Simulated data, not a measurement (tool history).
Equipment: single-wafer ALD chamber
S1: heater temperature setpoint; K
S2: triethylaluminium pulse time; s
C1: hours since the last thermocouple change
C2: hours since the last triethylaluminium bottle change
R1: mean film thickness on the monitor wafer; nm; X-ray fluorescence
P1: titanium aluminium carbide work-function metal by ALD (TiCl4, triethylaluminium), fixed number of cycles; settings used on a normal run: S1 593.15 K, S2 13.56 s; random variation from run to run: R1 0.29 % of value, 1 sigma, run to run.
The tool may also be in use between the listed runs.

{"run": 1, "day": 0.525, "S1": 593.15, "S2": 13.56, "C1": 1176.9, "C2": 449.6, "R1": 2.2672}
{"run": 2, "day": 1.012, "S1": 593.15, "S2": 7.21, "C1": 1188.6, "C2": 461.3, "R1": 2.0902}
{"run": 3, "day": 1.483, "S1": 593.15, "S2": 13.56, "C1": 1199.9, "C2": 472.6, "R1": 2.2586}
{"run": 4, "day": 1.733, "S1": 575.15, "S2": 13.56, "C1": 1205.9, "C2": 478.6, "R1": 2.0937}
{"run": 5, "day": 2.192, "S1": 593.15, "S2": 13.56, "C1": 1216.9, "C2": 489.6, "R1": 2.2714}
{"day": 2.196, "done": "triethylaluminium bottle replaced"}
{"run": 6, "day": 2.429, "S1": 610.15, "S2": 7.89, "C1": 1222.6, "C2": 5.7, "R1": 2.2903}
{"run": 7, "day": 2.954, "S1": 593.15, "S2": 13.56, "C1": 1235.2, "C2": 18.3, "R1": 2.2685}
{"run": 8, "day": 3.396, "S1": 613.15, "S2": 13.56, "C1": 1245.8, "C2": 28.9, "R1": 2.4455}
{"run": 9, "day": 3.888, "S1": 593.15, "S2": 13.56, "C1": 1257.6, "C2": 40.7, "R1": 2.2677}
{"run": 10, "day": 4.188, "S1": 593.15, "S2": 19.79, "C1": 1264.8, "C2": 47.9, "R1": 2.2909}
{"run": 11, "day": 4.512, "S1": 593.15, "S2": 13.56, "C1": 1272.6, "C2": 55.7, "R1": 2.2809}
{"run": 12, "day": 4.758, "S1": 593.15, "S2": 13.56, "C1": 1278.5, "C2": 61.6, "R1": 2.2506}
{"run": 13, "day": 5.054, "S1": 593.15, "S2": 13.56, "C1": 1285.6, "C2": 68.7, "R1": 2.2569}
{"run": 14, "day": 5.367, "S1": 593.15, "S2": 13.56, "C1": 1293.1, "C2": 76.2, "R1": 2.2429}
{"run": 15, "day": 5.638, "S1": 593.15, "S2": 13.56, "C1": 1299.6, "C2": 82.7, "R1": 2.2391}
{"run": 16, "day": 6.175, "S1": 593.15, "S2": 13.56, "C1": 1312.5, "C2": 95.6, "R1": 2.237}
{"run": 17, "day": 6.446, "S1": 593.15, "S2": 13.56, "C1": 1319, "C2": 102.1, "R1": 2.2409}
{"run": 18, "day": 6.925, "S1": 593.15, "S2": 13.56, "C1": 1330.5, "C2": 113.6, "R1": 2.2261}
{"run": 19, "day": 7.208, "S1": 593.15, "S2": 13.56, "C1": 1337.3, "C2": 120.4, "R1": 2.2232}
{"run": 20, "day": 7.508, "S1": 593.15, "S2": 13.56, "C1": 1344.5, "C2": 127.6, "R1": 2.2233}
{"run": 21, "day": 8.029, "S1": 593.15, "S2": 13.56, "C1": 1357, "C2": 140.1, "R1": 2.2342}

What P1 gives has crept away from where it was. These 2 causes fit the log equally well, each at the size given:
A: wafer temperature below the value expected at the setpoint (K) = 4.55
B: triethylaluminium dose below that of a fresh bottle (%) = 23.2
The onset of the drift is placed at about day 4.512.

Question marks stand in for the results of the 4 check runs listed below, each run on one wafer. Under which run would the listed causes show clearly different results?
{"run": "check 1", "day": 8.55, "S1": 582.15, "S2": 13.56, "R1": "?"}
{"run": "check 2", "day": 8.55, "S1": 583.15, "S2": 13.56, "R1": "?"}
{"run": "check 3", "day": 8.55, "S1": 608.15, "S2": 13.56, "R1": "?"}
{"run": "check 4", "day": 8.55, "S1": 576.15, "S2": 8.77, "R1": "?"}

Outcome of each check run for each possible cause:
check=check_1 result=R1 if_A=2.1258 if_B=2.1274
check=check_2 result=R1 if_A=2.1349 if_B=2.1363
check=check_3 result=R1 if_A=2.3646 if_B=2.3625
check=check_4 result=R1 if_A=1.9893 if_B=1.9235
Distance between the nearest two causes, measured in the result of the check that separates them most: check 1 0.07 %; check 2 0.07 %; check 3 0.09 %; check 4 3.36 %
Check 4 is the one run that separates the causes; every other check would come out nearly the same whichever cause is at work.

With check 4 done, the readings were: R1 1.9155 nm. Identify which of the listed causes applies.

It is B: triethylaluminium dose below that of a fresh bottle (%).
